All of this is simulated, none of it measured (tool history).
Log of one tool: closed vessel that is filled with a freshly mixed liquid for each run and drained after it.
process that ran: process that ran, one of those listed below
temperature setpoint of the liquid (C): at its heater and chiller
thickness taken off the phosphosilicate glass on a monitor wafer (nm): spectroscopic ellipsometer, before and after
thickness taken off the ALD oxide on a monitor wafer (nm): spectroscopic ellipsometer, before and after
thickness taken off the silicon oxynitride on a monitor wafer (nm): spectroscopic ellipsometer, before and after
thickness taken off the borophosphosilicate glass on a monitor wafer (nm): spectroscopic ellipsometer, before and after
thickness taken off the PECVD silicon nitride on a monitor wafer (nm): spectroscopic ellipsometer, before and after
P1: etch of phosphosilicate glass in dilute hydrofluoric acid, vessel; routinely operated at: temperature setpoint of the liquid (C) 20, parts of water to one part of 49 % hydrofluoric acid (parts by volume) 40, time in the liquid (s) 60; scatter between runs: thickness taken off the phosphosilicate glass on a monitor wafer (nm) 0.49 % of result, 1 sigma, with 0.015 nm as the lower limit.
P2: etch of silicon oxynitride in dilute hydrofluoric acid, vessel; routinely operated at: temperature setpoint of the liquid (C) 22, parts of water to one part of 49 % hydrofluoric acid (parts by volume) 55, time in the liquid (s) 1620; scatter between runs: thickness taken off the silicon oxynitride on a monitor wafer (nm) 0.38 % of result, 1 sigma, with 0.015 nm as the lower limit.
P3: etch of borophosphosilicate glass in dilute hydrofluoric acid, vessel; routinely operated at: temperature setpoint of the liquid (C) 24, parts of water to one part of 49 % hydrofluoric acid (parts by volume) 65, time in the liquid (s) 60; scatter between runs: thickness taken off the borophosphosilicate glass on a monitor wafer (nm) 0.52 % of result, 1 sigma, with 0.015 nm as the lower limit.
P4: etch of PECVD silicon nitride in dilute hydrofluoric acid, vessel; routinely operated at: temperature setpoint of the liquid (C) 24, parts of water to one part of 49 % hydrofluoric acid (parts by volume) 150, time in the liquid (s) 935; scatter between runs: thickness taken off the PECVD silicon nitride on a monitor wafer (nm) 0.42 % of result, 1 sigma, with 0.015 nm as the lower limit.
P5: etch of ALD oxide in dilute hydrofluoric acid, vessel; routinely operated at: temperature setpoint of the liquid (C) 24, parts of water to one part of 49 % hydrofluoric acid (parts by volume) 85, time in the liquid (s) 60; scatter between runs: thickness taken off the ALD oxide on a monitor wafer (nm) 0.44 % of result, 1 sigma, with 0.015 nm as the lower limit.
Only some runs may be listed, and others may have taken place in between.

run,hour,process that ran,temperature setpoint of the liquid (C),parts of water to one part of 49 % hydrofluoric acid (parts by volume),time in the liquid (s),hours since the thermometer was replaced,hours since the hydrofluoric acid flow meter was replaced,thickness taken off the phosphosilicate glass on a monitor wafer (nm),thickness taken off the ALD oxide on a monitor wafer (nm),thickness taken off the silicon oxynitride on a monitor wafer (nm),thickness taken off the borophosphosilicate glass on a monitor wafer (nm),thickness taken off the PECVD silicon nitride on a monitor wafer (nm)
1,7.6,P1,20,40,60,834.3,444.4,142.45,,,,
2,13.7,P1,17,40,60,840.4,450.5,126.65,,,,
3,22.2,P5,24,85,60,848.9,459,,8.9147,,,
4,30.1,P2,22,55,1620,856.8,466.9,,,40.844,,
5,36.6,P5,24,85,90,863.3,473.4,,13.452,,,
6,44.9,P1,17,20,60,871.6,481.7,257.62,,,,
7,51.4,P1,27,40,60,878.1,488.2,190.69,,,,
8,59.6,P5,31,85,60,886.3,496.4,,11.857,,,
9,65.4,P3,17.5,65,60,892.1,502.2,,,,48.368,
10,70.2,P4,28.5,150,935,896.9,507,,,,,19.048
11,75,P2,30,55,1620,901.7,511.8,,,59.593,,
12,79.9,P1,20,40,60,906.6,516.7,143.33,,,,
13,89.8,P2,22,100,1620,916.5,526.6,,,21.679,,
14,98.3,P1,17,40,30,925,535.1,63.152,,,,
15,106.9,P1,20,40,105,933.6,543.7,249.63,,,,
16,113.1,P2,22,55,330,939.8,549.9,,,8.3118,,
# hour 115.4: hydrofluoric acid flow meter replaced
17,119.9,P3,24,20,60,946.6,4.5,,,,217.21,
18,126.1,P1,20,40,60,952.8,10.7,144.09,,,,
19,135.2,P1,20,55,60,961.9,19.8,102.54,,,,
20,140.6,P4,24,150,935,967.3,25.2,,,,,14.178
21,150,P4,24,255,935,976.7,34.6,,,,,8.4396
22,156.9,P1,20,20,60,983.6,41.5,295.63,,,,
23,166.9,P4,24,150,935,993.6,51.5,,,,,14.233
24,177.6,P1,20,40,60,1004.3,62.2,143.61,,,,
25,183.5,P1,20,40,30,1010.2,68.1,71.873,,,,
26,191.1,P1,17,40,95,1017.8,75.7,199.41,,,,
27,198.7,P3,24,65,100,1025.4,83.3,,,,104.71,
28,207,P1,20,40,60,1033.7,91.6,143.77,,,,
29,217.3,P4,24,150,30,1044,101.9,,,,,0.48239
30,225.3,P5,24,140,60,1052,109.9,,5.0612,,,
31,231.4,P3,24,65,60,1058.1,116,,,,62.773,
32,240.4,P1,20,40,60,1067.1,125,142.8,,,,
33,247.1,P1,20,40,60,1073.8,131.7,138.91,,,,
34,254,P1,20,40,60,1080.7,138.6,137.2,,,,
35,258.8,P1,20,40,60,1085.5,143.4,134.55,,,,
36,267.1,P1,20,40,60,1093.8,151.7,132.52,,,,
37,275.6,P1,20,40,60,1102.3,160.2,132.84,,,,
38,280.2,P1,20,40,60,1106.9,164.8,131.11,,,,
39,286.3,P1,20,40,60,1113,170.9,132.23,,,,
40,291.7,P1,20,40,60,1118.4,176.3,132.15,,,,

What P1 gives has crept away from where it was. These 2 causes fit the log equally well, each at the size given:
A: liquid colder than its thermometer reads (K) = 1.84
B: hydrofluoric acid flow below the setpoint (%) = 7.23
The process output started creeping at around hour 240.4.

Which of the 4 check runs listed below separates the causes, so that each cause would produce a clearly different result? Each run uses one wafer, and its results are marked with question marks.
check 1,297.1,P3,18.5,65,60,,,,,,?,
check 2,297.1,P5,24,85,85,,,,?,,,
check 3,297.1,P2,27,55,545,,,,,?,,
check 4,297.1,P4,27.5,150,530,,,,,,,?

Predicted outcomes, by check and by cause:
check,result,if A,if B
check 1,thickness taken off the borophosphosilicate glass on a monitor wafer (nm),46.33,46.24
check 2,thickness taken off the ALD oxide on a monitor wafer (nm),11.756,11.651
check 3,thickness taken off the silicon oxynitride on a monitor wafer (nm),16.006,16.15
check 4,thickness taken off the PECVD silicon nitride on a monitor wafer (nm),8.9983,9.372
How far apart the two closest causes lie, in the result that separates them most: check 1 0.2 %; check 2 0.9 %; check 3 0.89 %; check 4 4.07 %
Check 4 is the one run that separates the causes; every other check would come out nearly the same whichever cause is at work.

Check 4 was then run and gave: thickness taken off the PECVD silicon nitride on a monitor wafer (nm) 8.9586. Which cause is it?

The cause is A: liquid colder than its thermometer reads (K).
